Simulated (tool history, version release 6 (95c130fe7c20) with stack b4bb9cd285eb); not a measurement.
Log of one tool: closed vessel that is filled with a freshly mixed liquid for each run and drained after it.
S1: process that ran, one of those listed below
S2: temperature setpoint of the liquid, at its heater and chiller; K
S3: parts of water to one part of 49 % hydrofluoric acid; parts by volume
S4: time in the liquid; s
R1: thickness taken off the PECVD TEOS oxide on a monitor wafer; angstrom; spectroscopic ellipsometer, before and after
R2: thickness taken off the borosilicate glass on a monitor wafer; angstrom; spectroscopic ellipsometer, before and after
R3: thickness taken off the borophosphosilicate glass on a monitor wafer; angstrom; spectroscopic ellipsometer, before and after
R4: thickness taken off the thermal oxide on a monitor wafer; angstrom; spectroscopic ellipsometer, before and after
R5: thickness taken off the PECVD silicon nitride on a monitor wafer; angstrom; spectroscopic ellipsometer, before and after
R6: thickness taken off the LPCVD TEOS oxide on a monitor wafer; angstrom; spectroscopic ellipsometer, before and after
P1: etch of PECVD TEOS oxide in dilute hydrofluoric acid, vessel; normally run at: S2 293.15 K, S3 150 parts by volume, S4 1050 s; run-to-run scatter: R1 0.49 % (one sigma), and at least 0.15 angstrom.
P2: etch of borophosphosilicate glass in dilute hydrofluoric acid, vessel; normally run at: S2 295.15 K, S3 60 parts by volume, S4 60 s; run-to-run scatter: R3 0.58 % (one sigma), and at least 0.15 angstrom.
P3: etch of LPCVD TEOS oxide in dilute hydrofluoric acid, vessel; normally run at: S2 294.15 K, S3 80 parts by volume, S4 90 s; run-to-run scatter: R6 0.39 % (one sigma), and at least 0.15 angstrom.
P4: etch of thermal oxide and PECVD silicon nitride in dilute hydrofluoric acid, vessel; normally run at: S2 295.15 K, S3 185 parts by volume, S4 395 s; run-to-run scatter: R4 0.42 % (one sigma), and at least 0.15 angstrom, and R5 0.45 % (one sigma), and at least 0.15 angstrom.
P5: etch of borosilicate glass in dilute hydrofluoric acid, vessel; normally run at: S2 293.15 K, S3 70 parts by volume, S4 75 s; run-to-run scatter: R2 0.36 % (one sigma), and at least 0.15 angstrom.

run,hour,S1,S2,S3,S4,R1,R2,R3,R4,R5,R6
1,8.5,P1,293.15,150,1050,537.23,,,,,
2,12.5,P1,293.15,150,1660,851.96,,,,,
3,16.3,P5,290.15,70,75,,241.16,,,,
4,22.5,P2,295.15,60,60,,,587.34,,,
5,26.9,P4,295.15,185,395,,,,76.1,53.606,
6,33.5,P4,295.15,185,395,,,,75.992,53.798,
7,39,P1,300.65,150,1050,721.2,,,,,
8,46.7,P3,294.15,80,30,,,,,,54.881
9,52.6,P1,290.15,150,1795,818.84,,,,,
10,59.4,P3,294.15,80,90,,,,,,165.36
11,63.9,P1,293.15,150,1050,537.04,,,,,
12,67.6,P1,293.15,150,1050,535.07,,,,,
13,75.1,P5,293.15,70,125,,452.35,,,,
14,79.3,P3,290.15,80,90,,,,,,140.36
15,84.7,P2,295.15,60,30,,,294.67,,,
16,88.9,P5,293.15,30,75,,667.51,,,,
17,93,P1,293.15,150,30,15.037,,,,,
18,98.8,P1,293.15,150,1050,535.64,,,,,
19,103.5,P5,293.15,70,75,,271.75,,,,
20,108.2,P3,294.15,80,90,,,,,,166.13
21,112.3,P1,290.15,150,1050,474.07,,,,,
22,119.6,P2,299.65,60,60,,,705.21,,,
23,123.3,P1,293.15,150,1050,536.07,,,,,
24,130,P5,293.15,70,75,,273.49,,,,
25,134.3,P3,294.15,50,90,,,,,,274.46
26,142.3,P2,295.15,110,60,,,303.08,,,
27,148.3,P4,295.15,185,45,,,,8.7699,6.1799,
28,154.1,P2,295.15,60,60,,,593.71,,,
29,158.5,P1,293.15,75,1050,1167.2,,,,,
30,167,P1,293.15,270,1050,267.32,,,,,
31,173.6,P4,295.15,65,395,,,,249.13,151.1,
32,177.7,P1,293.15,150,1050,541.37,,,,,
33,181.5,P4,303.15,185,395,,,,101.8,89.193,
34,186.5,P1,293.15,150,1050,531.13,,,,,
35,190.7,P1,293.15,150,1050,530.01,,,,,
36,197.6,P1,293.15,150,1050,519.94,,,,,
37,201.3,P1,293.15,150,1050,514.46,,,,,
38,207,P1,293.15,150,1050,508.18,,,,,
39,213.9,P1,293.15,150,1050,508.59,,,,,
40,217.9,P1,293.15,150,1050,506.44,,,,,
41,223.4,P1,293.15,150,1050,509.19,,,,,

Forecast run 42:
42,227.5,P1,293.15,150,1050,?,,,,,

Run 42 gave R1 503.83 angstrom.

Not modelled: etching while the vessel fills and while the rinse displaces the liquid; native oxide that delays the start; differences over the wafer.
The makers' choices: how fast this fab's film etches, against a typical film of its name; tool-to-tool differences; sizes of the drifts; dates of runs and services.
